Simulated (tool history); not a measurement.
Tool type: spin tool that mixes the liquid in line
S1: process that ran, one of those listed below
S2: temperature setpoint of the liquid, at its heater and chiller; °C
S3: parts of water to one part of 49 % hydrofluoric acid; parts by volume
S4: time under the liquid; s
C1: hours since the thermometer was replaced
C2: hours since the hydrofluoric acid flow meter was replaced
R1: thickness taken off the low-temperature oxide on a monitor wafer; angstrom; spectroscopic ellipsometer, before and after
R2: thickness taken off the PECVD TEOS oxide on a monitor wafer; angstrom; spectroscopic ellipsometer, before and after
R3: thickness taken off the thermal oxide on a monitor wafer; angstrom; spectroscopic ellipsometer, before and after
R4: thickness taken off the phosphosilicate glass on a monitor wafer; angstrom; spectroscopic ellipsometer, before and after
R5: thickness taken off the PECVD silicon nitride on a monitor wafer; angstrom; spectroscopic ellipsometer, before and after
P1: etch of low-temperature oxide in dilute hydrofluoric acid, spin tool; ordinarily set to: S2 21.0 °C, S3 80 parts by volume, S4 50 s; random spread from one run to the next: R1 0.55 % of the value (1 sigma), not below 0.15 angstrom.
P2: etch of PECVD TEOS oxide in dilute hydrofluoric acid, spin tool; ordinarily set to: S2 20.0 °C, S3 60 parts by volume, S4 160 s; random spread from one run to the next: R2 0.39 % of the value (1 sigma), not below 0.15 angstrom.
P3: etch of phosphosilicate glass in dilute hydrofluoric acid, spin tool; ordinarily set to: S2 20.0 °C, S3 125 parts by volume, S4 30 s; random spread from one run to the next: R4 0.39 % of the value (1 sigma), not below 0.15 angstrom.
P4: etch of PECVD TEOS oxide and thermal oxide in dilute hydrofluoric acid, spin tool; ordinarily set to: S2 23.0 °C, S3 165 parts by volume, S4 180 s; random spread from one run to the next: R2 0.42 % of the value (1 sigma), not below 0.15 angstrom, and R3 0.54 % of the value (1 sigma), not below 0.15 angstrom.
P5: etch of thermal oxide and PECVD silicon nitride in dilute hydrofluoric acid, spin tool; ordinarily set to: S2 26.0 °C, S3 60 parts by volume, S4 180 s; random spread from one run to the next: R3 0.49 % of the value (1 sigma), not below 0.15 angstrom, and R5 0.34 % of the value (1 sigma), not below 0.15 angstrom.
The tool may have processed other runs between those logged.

run,day,S1,S2,S3,S4,C1,C2,R1,R2,R3,R4,R5
1,0.158,P1,21.0,80,50,400.0,1585.0,98.403,,,,
2,0.358,P1,21.0,80,50,404.8,1589.8,97.914,,,,
3,0.521,P1,29.0,80,50,408.7,1593.7,135.480,,,,
4,0.683,P4,23.0,165,180,412.6,1597.6,,112.970,42.4110,,
5,0.779,P4,23.0,40,180,414.9,1599.9,,542.240,203.6800,,
6,0.975,P1,17.0,80,50,419.6,1604.6,81.997,,,,
7,1.121,P3,20.0,70,30,423.1,1608.1,,,,441.78,
8,1.254,P1,21.0,35,50,426.3,1611.3,235.930,,,,
9,1.446,P3,17.0,125,30,430.9,1615.9,,,,206.74,
10,1.592,P2,20.0,60,55,434.4,1619.4,,116.790,,,
11,1.796,P1,21.0,80,50,439.3,1624.3,98.041,,,,
12,1.962,P1,21.0,80,50,443.3,1628.3,97.880,,,,
13,2.175,P4,29.0,165,180,448.4,1633.4,,141.550,53.3290,,
14,2.271,P5,26.0,25,180,450.7,1635.7,,,439.7900,,230.7300
15,2.429,P1,21.0,80,15,454.5,1639.5,29.000,,,,
16,2.612,P4,23.0,165,40,458.9,1643.9,,25.091,9.3675,,
17,2.800,P2,20.0,25,160,463.4,1648.4,,842.400,,,
18,3.008,P1,21.0,80,50,468.4,1653.4,97.545,,,,
19,3.129,P2,20.0,60,160,471.3,1656.3,,337.990,,,
# day 3.208: hydrofluoric acid flow meter replaced
20,3.258,P1,21.0,145,50,474.4,1.2,50.641,,,,
21,3.429,P1,21.0,80,50,478.5,5.3,97.800,,,,
22,3.538,P2,26.5,60,160,481.1,7.9,,440.540,,,
23,3.738,P1,21.0,80,85,485.9,12.7,167.590,,,,
24,3.858,P5,21.0,60,180,488.8,15.6,,,142.3400,,70.3520
25,4.012,P1,17.5,35,50,492.5,19.3,203.080,,,,
26,4.108,P3,20.0,125,30,494.8,21.6,,,,232.94,
27,4.229,P3,20.0,125,50,497.7,24.5,,,,386.24,
28,4.367,P5,26.0,60,180,501.0,27.8,,,173.3900,,98.8370
29,4.562,P5,26.0,60,15,505.7,32.5,,,14.3420,,8.3271
30,4.775,P5,26.0,60,180,510.8,37.6,,,175.6800,,97.7280
31,4.904,P1,21.0,80,50,513.9,40.7,97.927,,,,
32,5.092,P1,21.0,80,50,518.4,45.2,98.677,,,,
33,5.271,P1,21.0,80,50,522.7,49.5,101.920,,,,
34,5.471,P1,21.0,80,50,527.5,54.3,104.400,,,,
35,5.667,P1,21.0,80,50,532.2,59.0,104.450,,,,
36,5.875,P1,21.0,80,50,537.2,64.0,106.190,,,,
37,6.008,P1,21.0,80,50,540.4,67.2,105.990,,,,
38,6.121,P1,21.0,80,50,543.1,69.9,105.880,,,,
39,6.279,P1,21.0,80,50,546.9,73.7,107.490,,,,
40,6.450,P1,21.0,80,50,551.0,77.8,107.640,,,,
41,6.554,P1,21.0,80,50,553.5,80.3,107.350,,,,
42,6.758,P1,21.0,80,50,558.4,85.2,107.450,,,,

P1 has crept away from where it was. The log is fitted equally well by each of these 2 causes, at the sizes shown:
A: hydrofluoric acid flow above the setpoint (%) = 8.69
B: liquid hotter than its thermometer reads (K) = 2.23
The creep began at about day 5.092.

The check runs listed below each take one wafer, and their results are still question marks. Under which run would the listed causes lead to clearly different results?
check 1,6.962,P5,26.0,60,30,,,,,?,,?
check 2,6.962,P4,23.0,40,180,,,,?,?,,
check 3,6.962,P3,20.0,85,30,,,,,,?,
check 4,6.962,P2,26.5,40,160,,,,?,,,

Outcome of each check run for each possible cause:
check,result,if A,if B
check 1,R3,31.8510,31.8110
check 1,R5,17.8320,19.0110
check 2,R2,591.170,594.050
check 2,R3,221.3200,222.4100
check 3,R4,393.28,393.44
check 4,R2,741.820,743.330
Per check, the gap between the least separated pair of causes, taken in the result that splits them most: check 1 6.41 %; check 2 0.49 %; check 3 0.04 %; check 4 0.2 %
Check 1 is the one run that separates the causes; every other check would come out nearly the same whichever cause is at work.

Check 1 has now been run. It gave: R3 31.8010 angstrom; R5 19.1260 angstrom. Which of the candidate causes is it?

B is the cause: liquid hotter than its thermometer reads (K).
